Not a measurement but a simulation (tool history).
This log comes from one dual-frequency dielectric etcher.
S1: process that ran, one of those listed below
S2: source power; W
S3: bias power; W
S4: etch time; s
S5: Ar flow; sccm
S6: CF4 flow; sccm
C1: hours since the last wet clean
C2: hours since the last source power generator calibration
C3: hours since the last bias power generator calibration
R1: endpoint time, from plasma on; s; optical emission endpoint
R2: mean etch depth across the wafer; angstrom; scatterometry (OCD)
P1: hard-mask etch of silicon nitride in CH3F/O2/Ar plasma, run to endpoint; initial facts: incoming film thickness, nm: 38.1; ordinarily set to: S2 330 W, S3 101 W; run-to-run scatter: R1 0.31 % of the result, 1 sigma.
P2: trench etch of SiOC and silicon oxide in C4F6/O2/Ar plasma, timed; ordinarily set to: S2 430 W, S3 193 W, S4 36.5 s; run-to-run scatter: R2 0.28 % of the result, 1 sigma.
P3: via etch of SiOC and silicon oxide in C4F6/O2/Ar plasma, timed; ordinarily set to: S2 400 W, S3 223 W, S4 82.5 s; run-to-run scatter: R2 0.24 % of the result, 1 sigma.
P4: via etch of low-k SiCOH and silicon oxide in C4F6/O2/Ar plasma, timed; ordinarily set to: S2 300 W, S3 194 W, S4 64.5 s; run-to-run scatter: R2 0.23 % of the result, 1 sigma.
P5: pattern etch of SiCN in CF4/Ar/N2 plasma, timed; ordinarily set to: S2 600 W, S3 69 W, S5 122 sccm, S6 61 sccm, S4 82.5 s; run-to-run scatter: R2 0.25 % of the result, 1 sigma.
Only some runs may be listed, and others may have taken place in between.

Run 1, hour 10.7: S1 P1, S2 330 W, S3 101 W; C1 238.9; C2 1189.2; C3 1546.7. Result: R1 52.799 s.
Run 2, hour 21: S1 P4, S2 300 W, S3 194 W, S4 64.5 s; C1 249.2; C2 1199.5; C3 1557. Result: R2 1537.2 angstrom.
Run 3, hour 32.8: S1 P2, S2 250 W, S3 193 W, S4 36.5 s; C1 261; C2 1211.3; C3 1568.8. Result: R2 605.87 angstrom.
Run 4, hour 40.4: S1 P5, S2 600 W, S3 69 W, S4 82.5 s, S5 122 sccm, S6 61 sccm; C1 268.6; C2 1218.9; C3 1576.4. Result: R2 854.35 angstrom.
Run 5, hour 46.2: S1 P5, S2 600 W, S3 91 W, S4 82.5 s, S5 122 sccm, S6 61 sccm; C1 274.4; C2 1224.7; C3 1582.2. Result: R2 945 angstrom.
Run 6, hour 56.6: S1 P5, S2 600 W, S3 69 W, S4 82.5 s, S5 72 sccm, S6 61 sccm; C1 284.8; C2 1235.1; C3 1592.6. Result: R2 931.69 angstrom.
Run 7, hour 68.1: S1 P1, S2 330 W, S3 76 W; C1 296.3; C2 1246.6; C3 1604.1. Result: R1 58.516 s.
Run 8, hour 74.2: S1 P5, S2 600 W, S3 69 W, S4 63 s, S5 122 sccm, S6 61 sccm; C1 302.4; C2 1252.7; C3 1610.2. Result: R2 649.22 angstrom.
Run 9, hour 85.1: S1 P2, S2 430 W, S3 193 W, S4 36.5 s; C1 313.3; C2 1263.6; C3 1621.1. Result: R2 752.56 angstrom.
Run 10, hour 94.5: S1 P3, S2 400 W, S3 223 W, S4 82.5 s; C1 322.7; C2 1273; C3 1630.5. Result: R2 984.03 angstrom.
Run 11, hour 102.5: S1 P1, S2 270 W, S3 75 W; C1 330.7; C2 1281; C3 1638.5. Result: R1 63.323 s.
Run 12, hour 111.9: S1 P1, S2 330 W, S3 101 W; C1 340.1; C2 1290.4; C3 1647.9. Result: R1 52.554 s.
Run 13, hour 122.6: S1 P1, S2 420 W, S3 131 W; C1 350.8; C2 1301.1; C3 1658.6. Result: R1 43.683 s.
Run 14, hour 132.7: S1 P1, S2 330 W, S3 135 W; C1 360.9; C2 1311.2; C3 1668.7. Result: R1 47.077 s.
Run 15, hour 138.4: S1 P1, S2 330 W, S3 101 W; C1 366.6; C2 1316.9; C3 1674.4. Result: R1 52.757 s.
Run 16, hour 146.4: S1 P1, S2 400 W, S3 101 W; C1 374.6; C2 1324.9; C3 1682.4. Result: R1 49.341 s.
Run 17, hour 154.6: S1 P1, S2 330 W, S3 101 W; C1 382.8; C2 1333.1; C3 1690.6. Result: R1 52.792 s.
Run 18, hour 163.5: S1 P5, S2 600 W, S3 69 W, S4 82.5 s, S5 122 sccm, S6 45 sccm; C1 391.7; C2 1342; C3 1699.5. Result: R2 811.77 angstrom.
Run 19, hour 169: S1 P4, S2 300 W, S3 274 W, S4 64.5 s; C1 397.2; C2 1347.5; C3 1705. Result: R2 1726.7 angstrom.
Run 20, hour 175.6: S1 P2, S2 430 W, S3 193 W, S4 36.5 s; C1 403.8; C2 1354.1; C3 1711.6. Result: R2 750.95 angstrom.
Run 21, hour 185.8: S1 P4, S2 300 W, S3 194 W, S4 86.5 s; C1 414; C2 1364.3; C3 1721.8. Result: R2 2064 angstrom.
Run 22, hour 191.5: S1 P1, S2 330 W, S3 101 W; C1 419.7; C2 1370; C3 1727.5. Result: R1 52.67 s.
Run 23, hour 197.3: S1 P2, S2 430 W, S3 193 W, S4 50.5 s; C1 425.5; C2 1375.8; C3 1733.3. Result: R2 1030 angstrom.
Run 24, hour 209.2: S1 P1, S2 200 W, S3 101 W; C1 437.4; C2 1387.7; C3 1745.2. Result: R1 63.426 s.
Run 25, hour 221.3: S1 P5, S2 350 W, S3 69 W, S4 82.5 s, S5 122 sccm, S6 61 sccm; C1 449.5; C2 1399.8; C3 1757.3. Result: R2 533.42 angstrom.
Run 26, hour 230.8: S1 P2, S2 430 W, S3 114 W, S4 36.5 s; C1 459; C2 1409.3; C3 1766.8. Result: R2 640.84 angstrom.

For run 27, what comes out?
Run 27, hour 240.8: S1 P3, S2 530 W, S3 223 W, S4 82.5 s; C1 469; C2 1419.3; C3 1776.8. Result: R2 ?.

R2: 1091.1 angstrom

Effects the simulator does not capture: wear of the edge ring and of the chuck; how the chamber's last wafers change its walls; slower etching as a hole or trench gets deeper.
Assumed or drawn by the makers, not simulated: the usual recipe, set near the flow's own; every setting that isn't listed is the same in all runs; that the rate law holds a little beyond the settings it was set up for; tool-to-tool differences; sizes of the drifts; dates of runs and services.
